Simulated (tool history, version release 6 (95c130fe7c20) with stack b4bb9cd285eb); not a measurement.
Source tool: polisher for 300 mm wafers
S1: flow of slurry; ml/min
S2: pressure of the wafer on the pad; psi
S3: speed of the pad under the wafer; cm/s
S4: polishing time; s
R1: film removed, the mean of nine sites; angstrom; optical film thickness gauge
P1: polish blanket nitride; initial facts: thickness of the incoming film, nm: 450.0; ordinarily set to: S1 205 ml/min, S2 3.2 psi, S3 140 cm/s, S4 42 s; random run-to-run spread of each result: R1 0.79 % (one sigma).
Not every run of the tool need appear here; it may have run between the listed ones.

run 1 hour=2.3 | S1=205 S2=3.2 S3=140 S4=42 | R1=736.34
run 2 hour=5.3 | S1=285 S2=3.2 S3=140 S4=42 | R1=758.06
run 3 hour=9.1 | S1=205 S2=2.4 S3=140 S4=42 | R1=556.77
run 4 hour=13.1 | S1=205 S2=3.2 S3=140 S4=42 | R1=722.50
run 5 hour=16.2 | S1=205 S2=3.2 S3=140 S4=27 | R1=475.50
run 6 hour=19.3 | S1=205 S2=3.2 S3=104 S4=42 | R1=577.30
run 7 hour=21.8 | S1=205 S2=3.2 S3=190 S4=42 | R1=935.74
run 8 hour=24.9 | S1=125 S2=3.2 S3=140 S4=42 | R1=678.81
run 9 hour=27.4 | S1=205 S2=3.2 S3=140 S4=42 | R1=736.12
run 10 hour=30.7 | S1=205 S2=3.2 S3=140 S4=42 | R1=737.89
run 11 hour=34.1 | S1=205 S2=2.3 S3=140 S4=31 | R1=392.53
run 12 hour=36.5 | S1=205 S2=3.2 S3=140 S4=42 | R1=735.65
run 13 hour=39.9 | S1=125 S2=3.2 S3=140 S4=19 | R1=306.07
run 14 hour=42.2 | S1=205 S2=5.0 S3=140 S4=42 | R1=1131.70
run 15 hour=44.8 | S1=205 S2=3.2 S3=140 S4=42 | R1=733.53
run 16 hour=47.7 | S1=125 S2=4.1 S3=140 S4=42 | R1=868.10
run 17 hour=50.4 | S1=205 S2=3.2 S3=140 S4=59 | R1=1022.00
run 18 hour=54.1 | S1=205 S2=3.2 S3=140 S4=42 | R1=721.97
run 19 hour=57.3 | S1=205 S2=3.2 S3=140 S4=42 | R1=740.42
run 20 hour=60.6 | S1=205 S2=3.2 S3=140 S4=42 | R1=700.79
run 21 hour=63.3 | S1=205 S2=3.2 S3=140 S4=42 | R1=693.25
run 22 hour=66.2 | S1=205 S2=3.2 S3=140 S4=42 | R1=690.82

Predict the results of run 23:
run 23 hour=69.7 | S1=205 S2=3.2 S3=140 S4=42 | R1=?

R1: 691.89 angstrom

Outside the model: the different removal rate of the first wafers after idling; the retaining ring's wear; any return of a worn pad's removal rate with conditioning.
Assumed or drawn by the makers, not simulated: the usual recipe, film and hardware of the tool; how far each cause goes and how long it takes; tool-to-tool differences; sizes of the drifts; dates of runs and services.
